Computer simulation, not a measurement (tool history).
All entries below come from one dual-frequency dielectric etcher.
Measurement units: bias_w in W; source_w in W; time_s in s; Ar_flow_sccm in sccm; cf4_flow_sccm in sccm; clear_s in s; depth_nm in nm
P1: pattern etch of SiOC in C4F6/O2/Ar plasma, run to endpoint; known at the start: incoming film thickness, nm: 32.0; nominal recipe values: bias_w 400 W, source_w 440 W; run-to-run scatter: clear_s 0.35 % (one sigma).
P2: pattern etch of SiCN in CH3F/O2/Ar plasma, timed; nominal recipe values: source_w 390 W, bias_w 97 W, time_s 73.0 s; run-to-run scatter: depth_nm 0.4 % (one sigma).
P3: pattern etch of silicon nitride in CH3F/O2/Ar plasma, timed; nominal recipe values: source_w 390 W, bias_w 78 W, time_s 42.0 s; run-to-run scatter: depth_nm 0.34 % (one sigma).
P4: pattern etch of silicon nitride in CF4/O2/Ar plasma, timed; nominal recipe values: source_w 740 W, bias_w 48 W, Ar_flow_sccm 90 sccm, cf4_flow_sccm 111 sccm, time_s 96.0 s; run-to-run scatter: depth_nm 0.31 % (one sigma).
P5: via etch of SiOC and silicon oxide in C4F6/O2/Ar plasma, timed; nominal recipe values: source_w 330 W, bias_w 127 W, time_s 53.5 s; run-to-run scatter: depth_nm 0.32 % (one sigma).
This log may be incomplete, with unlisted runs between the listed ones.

Run 1, hour 4.1: process P1, bias_w 400 W, source_w 440 W. Result: clear_s 11.447 s.
Run 2, hour 6.7: process P3, bias_w 60 W, source_w 390 W, time_s 42.0 s. Result: depth_nm 27.591 nm.
Run 3, hour 9.0: process P2, bias_w 75 W, source_w 390 W, time_s 73.0 s. Result: depth_nm 27.277 nm.
Run 4, hour 12.2: process P1, bias_w 400 W, source_w 440 W. Result: clear_s 11.382 s.
Run 5, hour 15.8: process P2, bias_w 97 W, source_w 390 W, time_s 40.0 s. Result: depth_nm 16.372 nm.
Run 6, hour 20.1: process P3, bias_w 78 W, source_w 470 W, time_s 42.0 s. Result: depth_nm 32.549 nm.
Run 7, hour 24.1: process P2, bias_w 97 W, source_w 520 W, time_s 73.0 s. Result: depth_nm 33.205 nm.
Run 8, hour 28.4: process P1, bias_w 400 W, source_w 360 W. Result: clear_s 12.393 s.
Run 9, hour 31.7: process P1, bias_w 488 W, source_w 310 W. Result: clear_s 12.117 s.
Run 10, hour 35.3: process P3, bias_w 78 W, source_w 390 W, time_s 42.0 s. Result: depth_nm 30.448 nm.
Run 11, hour 37.5: process P4, bias_w 48 W, source_w 740 W, time_s 96.0 s, Ar_flow_sccm 90 sccm, cf4_flow_sccm 111 sccm. Result: depth_nm 261.080 nm.
Run 12, hour 40.9: process P3, bias_w 78 W, source_w 390 W, time_s 42.0 s. Result: depth_nm 30.324 nm.
Run 13, hour 43.6: process P1, bias_w 400 W, source_w 440 W. Result: clear_s 11.435 s.
Run 14, hour 47.3: process P1, bias_w 518 W, source_w 440 W. Result: clear_s 10.384 s.
Run 15, hour 50.0: process P2, bias_w 97 W, source_w 390 W, time_s 73.0 s. Result: depth_nm 29.746 nm.
Run 16, hour 54.1: process P3, bias_w 78 W, source_w 390 W, time_s 51.5 s. Result: depth_nm 37.353 nm.
Run 17, hour 57.4: process P4, bias_w 48 W, source_w 740 W, time_s 132.0 s, Ar_flow_sccm 90 sccm, cf4_flow_sccm 111 sccm. Result: depth_nm 358.440 nm.
Run 18, hour 62.0: process P4, bias_w 48 W, source_w 920 W, time_s 96.0 s, Ar_flow_sccm 90 sccm, cf4_flow_sccm 111 sccm. Result: depth_nm 317.480 nm.
Run 19, hour 66.2: process P1, bias_w 400 W, source_w 530 W. Result: clear_s 10.730 s.
Run 20, hour 70.1: process P4, bias_w 48 W, source_w 740 W, time_s 96.0 s, Ar_flow_sccm 113 sccm, cf4_flow_sccm 111 sccm. Result: depth_nm 253.680 nm.
Run 21, hour 73.9: process P5, bias_w 88 W, source_w 330 W, time_s 53.5 s. Result: depth_nm 45.467 nm.
Run 22, hour 77.8: process P5, bias_w 127 W, source_w 330 W, time_s 53.5 s. Result: depth_nm 50.326 nm.
Run 23, hour 80.8: process P2, bias_w 97 W, source_w 390 W, time_s 73.0 s. Result: depth_nm 30.094 nm.
Run 24, hour 84.2: process P1, bias_w 400 W, source_w 440 W. Result: clear_s 11.398 s.
Run 25, hour 86.7: process P1, bias_w 400 W, source_w 440 W. Result: clear_s 11.434 s.
Run 26, hour 91.0: process P5, bias_w 127 W, source_w 330 W, time_s 39.5 s. Result: depth_nm 37.183 nm.
Run 27, hour 93.0: process P1, bias_w 400 W, source_w 440 W. Result: clear_s 11.470 s.
Run 28, hour 95.2: process P5, bias_w 127 W, source_w 330 W, time_s 53.5 s. Result: depth_nm 50.569 nm.
Run 29, hour 98.6: process P4, bias_w 57 W, source_w 740 W, time_s 96.0 s, Ar_flow_sccm 90 sccm, cf4_flow_sccm 111 sccm. Result: depth_nm 276.290 nm.
Run 30, hour 101.1: process P5, bias_w 127 W, source_w 410 W, time_s 53.5 s. Result: depth_nm 54.955 nm.
Run 31, hour 104.1: process P4, bias_w 48 W, source_w 740 W, time_s 96.0 s, Ar_flow_sccm 90 sccm, cf4_flow_sccm 65 sccm. Result: depth_nm 243.000 nm.

Run 32 is up next; what results do you expect?
Run 32, hour 108.7: process P1, bias_w 250 W, source_w 440 W. Result: clear_s ?.

clear_s: 13.468 s

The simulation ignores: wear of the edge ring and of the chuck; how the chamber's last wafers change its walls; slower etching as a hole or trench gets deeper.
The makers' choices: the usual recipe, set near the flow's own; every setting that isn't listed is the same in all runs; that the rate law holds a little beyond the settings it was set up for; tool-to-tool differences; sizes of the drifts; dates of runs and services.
